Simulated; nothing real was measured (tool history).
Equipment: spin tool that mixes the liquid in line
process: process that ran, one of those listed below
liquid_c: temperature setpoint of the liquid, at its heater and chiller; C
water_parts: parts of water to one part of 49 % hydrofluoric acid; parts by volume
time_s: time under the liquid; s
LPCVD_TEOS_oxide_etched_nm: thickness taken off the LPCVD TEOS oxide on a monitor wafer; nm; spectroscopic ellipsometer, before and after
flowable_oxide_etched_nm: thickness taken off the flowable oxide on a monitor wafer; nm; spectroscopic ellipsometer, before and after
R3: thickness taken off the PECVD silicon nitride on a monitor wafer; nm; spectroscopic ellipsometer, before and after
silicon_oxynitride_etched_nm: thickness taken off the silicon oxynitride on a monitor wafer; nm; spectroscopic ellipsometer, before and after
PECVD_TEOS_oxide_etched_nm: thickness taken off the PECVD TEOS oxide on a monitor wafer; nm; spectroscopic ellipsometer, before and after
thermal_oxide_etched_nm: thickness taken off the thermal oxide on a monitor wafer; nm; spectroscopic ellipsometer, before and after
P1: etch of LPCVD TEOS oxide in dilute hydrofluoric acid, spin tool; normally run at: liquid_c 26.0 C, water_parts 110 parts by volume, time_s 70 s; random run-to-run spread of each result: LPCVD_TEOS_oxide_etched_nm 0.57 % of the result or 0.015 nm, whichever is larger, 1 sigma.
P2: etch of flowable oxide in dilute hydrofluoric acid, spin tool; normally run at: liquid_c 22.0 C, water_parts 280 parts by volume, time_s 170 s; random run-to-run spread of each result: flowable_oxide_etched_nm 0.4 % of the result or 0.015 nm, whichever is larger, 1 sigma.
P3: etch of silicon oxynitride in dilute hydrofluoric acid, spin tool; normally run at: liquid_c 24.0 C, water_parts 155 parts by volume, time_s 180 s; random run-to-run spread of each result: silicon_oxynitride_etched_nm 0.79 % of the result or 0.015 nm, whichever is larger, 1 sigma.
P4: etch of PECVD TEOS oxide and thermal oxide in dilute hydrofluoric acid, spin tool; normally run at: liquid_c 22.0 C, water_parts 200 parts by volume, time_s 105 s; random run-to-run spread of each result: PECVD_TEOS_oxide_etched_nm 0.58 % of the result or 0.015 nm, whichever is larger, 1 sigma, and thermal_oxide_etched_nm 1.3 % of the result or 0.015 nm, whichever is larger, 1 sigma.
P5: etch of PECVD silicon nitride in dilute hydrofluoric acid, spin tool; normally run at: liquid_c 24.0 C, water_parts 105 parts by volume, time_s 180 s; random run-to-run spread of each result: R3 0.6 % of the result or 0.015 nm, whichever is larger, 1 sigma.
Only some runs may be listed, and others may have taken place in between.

run 1 hour=12.5 | process=P1 liquid_c=26.0 water_parts=110 time_s=70 | LPCVD_TEOS_oxide_etched_nm=16.0440
run 2 hour=22.4 | process=P1 liquid_c=26.0 water_parts=110 time_s=70 | LPCVD_TEOS_oxide_etched_nm=15.9990
run 3 hour=41.5 | process=P1 liquid_c=26.0 water_parts=110 time_s=70 | LPCVD_TEOS_oxide_etched_nm=16.3160
run 4 hour=55.9 | process=P1 liquid_c=26.0 water_parts=110 time_s=120 | LPCVD_TEOS_oxide_etched_nm=27.8530
run 5 hour=69.3 | process=P2 liquid_c=22.0 water_parts=80 time_s=170 | flowable_oxide_etched_nm=64.511
run 6 hour=87.3 | process=P1 liquid_c=26.0 water_parts=190 time_s=70 | LPCVD_TEOS_oxide_etched_nm=8.4876
run 7 hour=96.4 | process=P5 liquid_c=30.0 water_parts=105 time_s=180 | R3=6.3342
run 8 hour=112.1 | process=P2 liquid_c=30.0 water_parts=280 time_s=170 | flowable_oxide_etched_nm=19.632
run 9 hour=123.6 | process=P1 liquid_c=18.5 water_parts=25 time_s=70 | LPCVD_TEOS_oxide_etched_nm=58.3520
run 10 hour=132.4 | process=P3 liquid_c=24.0 water_parts=270 time_s=180 | silicon_oxynitride_etched_nm=1.6768
run 11 hour=150.2 | process=P1 liquid_c=26.0 water_parts=110 time_s=70 | LPCVD_TEOS_oxide_etched_nm=16.0940
run 12 hour=169.1 | process=P5 liquid_c=24.0 water_parts=145 time_s=180 | R3=3.1042
run 13 hour=185.0 | process=P3 liquid_c=19.0 water_parts=155 time_s=180 | silicon_oxynitride_etched_nm=2.5897
run 14 hour=200.9 | process=P1 liquid_c=26.0 water_parts=160 time_s=135 | LPCVD_TEOS_oxide_etched_nm=20.2320
run 15 hour=217.2 | process=P4 liquid_c=17.0 water_parts=200 time_s=105 | PECVD_TEOS_oxide_etched_nm=4.1634 thermal_oxide_etched_nm=1.68040
run 16 hour=231.4 | process=P3 liquid_c=24.0 water_parts=155 time_s=180 | silicon_oxynitride_etched_nm=3.1845
run 17 hour=247.0 | process=P4 liquid_c=22.0 water_parts=200 time_s=105 | PECVD_TEOS_oxide_etched_nm=5.0255 thermal_oxide_etched_nm=2.03330
run 18 hour=259.4 | process=P5 liquid_c=24.0 water_parts=105 time_s=65 | R3=1.5648
run 19 hour=274.4 | process=P3 liquid_c=24.0 water_parts=155 time_s=365 | silicon_oxynitride_etched_nm=6.6312
run 20 hour=292.3 | process=P1 liquid_c=26.0 water_parts=110 time_s=15 | LPCVD_TEOS_oxide_etched_nm=3.4561
-- hour=297.6 thermometer replaced
run 21 hour=307.9 | process=P2 liquid_c=22.0 water_parts=280 time_s=170 | flowable_oxide_etched_nm=14.903
run 22 hour=322.9 | process=P1 liquid_c=26.0 water_parts=55 time_s=70 | LPCVD_TEOS_oxide_etched_nm=35.1260
run 23 hour=339.9 | process=P1 liquid_c=18.5 water_parts=110 time_s=70 | LPCVD_TEOS_oxide_etched_nm=12.0410
run 24 hour=357.9 | process=P4 liquid_c=22.0 water_parts=340 time_s=105 | PECVD_TEOS_oxide_etched_nm=2.5520 thermal_oxide_etched_nm=1.03340
run 25 hour=369.9 | process=P4 liquid_c=22.0 water_parts=200 time_s=40 | PECVD_TEOS_oxide_etched_nm=1.9267 thermal_oxide_etched_nm=0.80336
run 26 hour=379.7 | process=P1 liquid_c=31.0 water_parts=110 time_s=70 | LPCVD_TEOS_oxide_etched_nm=19.6120
run 27 hour=394.0 | process=P2 liquid_c=22.0 water_parts=280 time_s=315 | flowable_oxide_etched_nm=27.698
run 28 hour=403.0 | process=P5 liquid_c=24.0 water_parts=105 time_s=180 | R3=4.3156
run 29 hour=419.3 | process=P1 liquid_c=26.0 water_parts=110 time_s=70 | LPCVD_TEOS_oxide_etched_nm=16.3420
run 30 hour=427.6 | process=P1 liquid_c=26.0 water_parts=110 time_s=70 | LPCVD_TEOS_oxide_etched_nm=16.4230
run 31 hour=442.0 | process=P1 liquid_c=26.0 water_parts=110 time_s=70 | LPCVD_TEOS_oxide_etched_nm=16.7180
run 32 hour=459.3 | process=P1 liquid_c=26.0 water_parts=110 time_s=70 | LPCVD_TEOS_oxide_etched_nm=17.0120
run 33 hour=467.7 | process=P1 liquid_c=26.0 water_parts=110 time_s=70 | LPCVD_TEOS_oxide_etched_nm=16.9840
run 34 hour=476.5 | process=P1 liquid_c=26.0 water_parts=110 time_s=70 | LPCVD_TEOS_oxide_etched_nm=17.0370
run 35 hour=490.2 | process=P1 liquid_c=26.0 water_parts=110 time_s=70 | LPCVD_TEOS_oxide_etched_nm=17.1140
run 36 hour=505.3 | process=P1 liquid_c=26.0 water_parts=110 time_s=70 | LPCVD_TEOS_oxide_etched_nm=16.9820
run 37 hour=518.2 | process=P1 liquid_c=26.0 water_parts=110 time_s=70 | LPCVD_TEOS_oxide_etched_nm=17.0020
run 38 hour=533.2 | process=P1 liquid_c=26.0 water_parts=110 time_s=70 | LPCVD_TEOS_oxide_etched_nm=17.1970

The log shows P1 creeping away from where it was. Any of the 2 causes listed here, at the size stated for it, fits the log just as well as the others:
A: hydrofluoric acid flow above the setpoint (%) = 5.16
B: liquid hotter than its thermometer reads (K) = 1.5
Onset of the creep was near hour 419.3.

Which of the 4 check runs listed below, each an average over 2 wafers with its results shown as question marks, gives clearly different results under the different listed causes?
run check 1 hour=548.2 | process=P2 liquid_c=22.0 water_parts=100 time_s=305 | flowable_oxide_etched_nm=?
run check 2 hour=548.2 | process=P3 liquid_c=24.0 water_parts=220 time_s=330 | silicon_oxynitride_etched_nm=?
run check 3 hour=548.2 | process=P4 liquid_c=22.0 water_parts=335 time_s=50 | PECVD_TEOS_oxide_etched_nm=? thermal_oxide_etched_nm=?
run check 4 hour=548.2 | process=P5 liquid_c=27.0 water_parts=105 time_s=180 | R3=?

Predicted outcomes, by check and by cause:
check=check_1 result=flowable_oxide_etched_nm if_A=95.606 if_B=95.987
check=check_2 result=silicon_oxynitride_etched_nm if_A=4.1898 if_B=4.2210
check=check_3 result=PECVD_TEOS_oxide_etched_nm if_A=1.3424 if_B=1.3245
check=check_3 result=thermal_oxide_etched_nm if_A=0.54370 if_B=0.53646
check=check_4 result=R3 if_A=5.4606 if_B=5.7149
Smallest distance between any two causes, each pair judged by its most separating result, in per cent: check 1 0.4 %; check 2 0.74 %; check 3 1.34 %; check 4 4.55 %
Check 4 distinguishes between the causes, while the remaining checks would return nearly the same result for all of them.

After running check 4, the following was obtained: R3 5.4471 nm. Which cause does this point to?

The correct cause is A, namely: hydrofluoric acid flow above the setpoint (%).
